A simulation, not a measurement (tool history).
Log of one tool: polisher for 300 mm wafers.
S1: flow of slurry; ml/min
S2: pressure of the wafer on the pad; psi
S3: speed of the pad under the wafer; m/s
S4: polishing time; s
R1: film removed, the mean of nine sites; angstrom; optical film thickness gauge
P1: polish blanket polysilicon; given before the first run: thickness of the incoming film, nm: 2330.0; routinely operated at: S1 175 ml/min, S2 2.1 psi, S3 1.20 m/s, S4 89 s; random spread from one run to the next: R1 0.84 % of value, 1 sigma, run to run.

run   hour   S1   S2    S3   S4      R1
  1    7.4  175  2.1  1.20   89  5621.5
  2   15.0  175  2.1  1.20   89  5682.3
  3   23.4  260  2.1  1.20   89  5952.9
  4   30.6  175  2.1  0.56   89  2701.4
  5   44.1  175  2.1  1.20   47  3017.5
  6   57.3  175  2.1  0.86   45  2115.9
  7   67.5  175  2.1  1.20   89  5730.8
  8   75.8  265  2.1  1.20   47  3146.0
  9   83.9  175  2.1  1.20   89  5733.8
 10   92.0  175  2.1  1.20   89  5713.6
 11   98.7  175  3.2  1.20   89  8645.1
 12  110.3  175  1.0  1.20   89  2713.6
 13  121.4  175  2.1  1.20  117  7477.6
 14  128.5  105  2.1  1.20   89  5218.5
 15  141.0  175  2.1  1.20   89  5771.9
     151.9  -- slurry nozzle cleaned
 16  153.1  175  2.1  1.20   89  5762.5
 17  160.9  175  2.1  0.54  109  3128.2
 18  169.3  175  2.1  1.52   89  7206.2
 19  175.9  175  2.1  1.20   89  5762.8
 20  184.2  175  2.1  1.20   89  5540.5
 21  192.9  175  2.1  1.20   89  5465.5
 22  202.6  175  2.1  1.20   89  5423.5
     203.1  -- worn pad replaced by a new one
 23  212.8  175  2.1  1.20   89  5378.9
 24  221.3  175  2.1  1.20   89  5330.9
 25  231.3  175  2.1  1.20   89  5384.3

The log shows P1 creeping away from where it was. Any of the 2 causes listed here, at the size stated for it, fits the log just as well as the others:
A: slurry flow missing at the pad, % = 29.2
B: head's pressure below its setpoint, % = 5.86
Onset of the creep was near hour 175.9.
What rules out each remaining cause:
removal rate lost through wear of the pad, %: maintenance at hour 203.1, after the shift began, did not return the process to its former output

Consider the 4 check runs below, whose results appear as question marks and each of which averages 3 wafers. Which one distinguishes the causes, in that each cause would give it a clearly different result?
check 1  241.3  175  1.3  1.20  49   ?
check 2  241.3  105  2.9  1.20  89   ?
check 3  241.3  175  3.1  1.20  89   ?
check 4  241.3  175  1.1  0.66  89   ?

How each check would come out, cause by cause:
  check  result    if A    if B
check 1      R1  1833.5  1833.4
check 2      R1  6512.3  6743.8
check 3      R1  7941.3  7941.0
check 4      R1  1549.8  1549.8
Per check, the gap between the least separated pair of causes, taken in the result that splits them most: check 1 0 %; check 2 3.49 %; check 3 0 %; check 4 0 %
Check 2 is the one run that separates the causes; every other check would come out nearly the same whichever cause is at work.

After running check 2, the following was obtained: R1 6741.0 angstrom. Which cause does this point to?

Of the candidate causes, it is B: head's pressure below its setpoint, %.

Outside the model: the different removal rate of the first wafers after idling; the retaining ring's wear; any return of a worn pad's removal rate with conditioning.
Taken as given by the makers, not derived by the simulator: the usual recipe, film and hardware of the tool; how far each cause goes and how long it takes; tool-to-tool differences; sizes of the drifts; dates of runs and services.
